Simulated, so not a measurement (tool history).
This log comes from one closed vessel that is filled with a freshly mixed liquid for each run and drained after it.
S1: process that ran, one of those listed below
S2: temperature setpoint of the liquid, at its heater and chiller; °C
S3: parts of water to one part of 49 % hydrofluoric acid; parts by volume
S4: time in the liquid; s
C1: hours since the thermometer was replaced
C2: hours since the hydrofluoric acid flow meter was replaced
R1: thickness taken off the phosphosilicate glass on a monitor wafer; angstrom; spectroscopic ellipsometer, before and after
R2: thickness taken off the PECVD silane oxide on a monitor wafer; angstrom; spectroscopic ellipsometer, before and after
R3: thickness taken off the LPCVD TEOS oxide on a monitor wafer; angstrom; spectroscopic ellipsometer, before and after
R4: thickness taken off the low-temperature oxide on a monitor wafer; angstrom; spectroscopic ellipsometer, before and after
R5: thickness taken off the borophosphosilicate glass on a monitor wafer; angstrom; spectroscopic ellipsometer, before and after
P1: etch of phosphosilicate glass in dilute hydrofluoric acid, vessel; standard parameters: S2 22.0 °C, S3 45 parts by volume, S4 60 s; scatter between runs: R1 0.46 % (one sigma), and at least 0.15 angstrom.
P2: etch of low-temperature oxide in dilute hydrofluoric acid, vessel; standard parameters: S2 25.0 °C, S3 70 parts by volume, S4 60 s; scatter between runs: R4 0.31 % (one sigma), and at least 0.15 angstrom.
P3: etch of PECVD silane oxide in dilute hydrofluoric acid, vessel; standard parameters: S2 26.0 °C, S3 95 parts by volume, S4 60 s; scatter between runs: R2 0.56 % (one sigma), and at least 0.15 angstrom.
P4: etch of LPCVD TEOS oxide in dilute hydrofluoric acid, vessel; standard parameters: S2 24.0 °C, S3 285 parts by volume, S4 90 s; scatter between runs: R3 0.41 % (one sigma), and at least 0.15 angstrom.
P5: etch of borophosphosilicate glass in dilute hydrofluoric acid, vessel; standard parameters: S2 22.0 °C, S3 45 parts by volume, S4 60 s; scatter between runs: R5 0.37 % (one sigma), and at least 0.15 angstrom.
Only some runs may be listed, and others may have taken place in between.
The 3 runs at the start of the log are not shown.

| run | hour | S1 | S2 | S3 | S4 | C1 | C2 | R1 | R2 | R3 | R4 | R5 |
|---|---|---|---|---|---|---|---|---|---|---|---|---|
| 4 | 40.5 | P1 | 22.0 | 45 | 60 | 754.3 | 630.9 | 853.43 |  |  |  |  |
| 5 | 50.9 | P4 | 24.0 | 285 | 35 | 764.7 | 641.3 |  |  | 25.052 |  |  |
| 6 | 61.5 | P1 | 22.0 | 45 | 60 | 775.3 | 651.9 | 848.86 |  |  |  |  |
| 7 | 67.6 | P2 | 25.0 | 70 | 60 | 781.4 | 658.0 |  |  |  | 194.520 |  |
| 8 | 77.6 | P1 | 22.0 | 45 | 60 | 791.4 | 668.0 | 844.35 |  |  |  |  |
| 9 | 83.5 | P5 | 17.0 | 45 | 60 | 797.3 | 673.9 |  |  |  |  | 506.36 |
| 10 | 95.8 | P1 | 22.0 | 45 | 60 | 809.6 | 686.2 | 842.82 |  |  |  |  |
| 11 | 102.1 | P1 | 22.0 | 20 | 30 | 815.9 | 692.5 | 986.33 |  |  |  |  |
| 12 | 110.7 | P1 | 18.0 | 45 | 105 | 824.5 | 701.1 | 1260.20 |  |  |  |  |
| 13 | 122.2 | P1 | 18.0 | 45 | 60 | 836.0 | 712.6 | 716.13 |  |  |  |  |
| 14 | 130.8 | P2 | 25.0 | 70 | 30 | 844.6 | 721.2 |  |  |  | 97.862 |  |
| 15 | 139.7 | P1 | 22.0 | 45 | 95 | 853.5 | 730.1 | 1333.60 |  |  |  |  |
| 16 | 150.1 | P4 | 24.0 | 500 | 90 | 863.9 | 740.5 |  |  | 29.914 |  |  |
| 17 | 163.0 | P2 | 32.0 | 70 | 60 | 876.8 | 753.4 |  |  |  | 254.990 |  |
| 18 | 172.9 | P5 | 22.0 | 45 | 30 | 886.7 | 763.3 |  |  |  |  | 310.71 |
| 19 | 179.9 | P1 | 22.0 | 45 | 60 | 893.7 | 770.3 | 857.12 |  |  |  |  |
| 20 | 192.2 | P5 | 22.0 | 45 | 60 | 906.0 | 782.6 |  |  |  |  | 622.85 |
| 21 | 202.3 | P1 | 22.0 | 45 | 60 | 916.1 | 792.7 | 847.83 |  |  |  |  |

The next listed run, before its measurement:
| 22 | 208.5 | P4 | 24.0 | 285 | 90 | 922.3 | 798.9 |  |  | ? |  |  |

R3: 63.931 angstrom
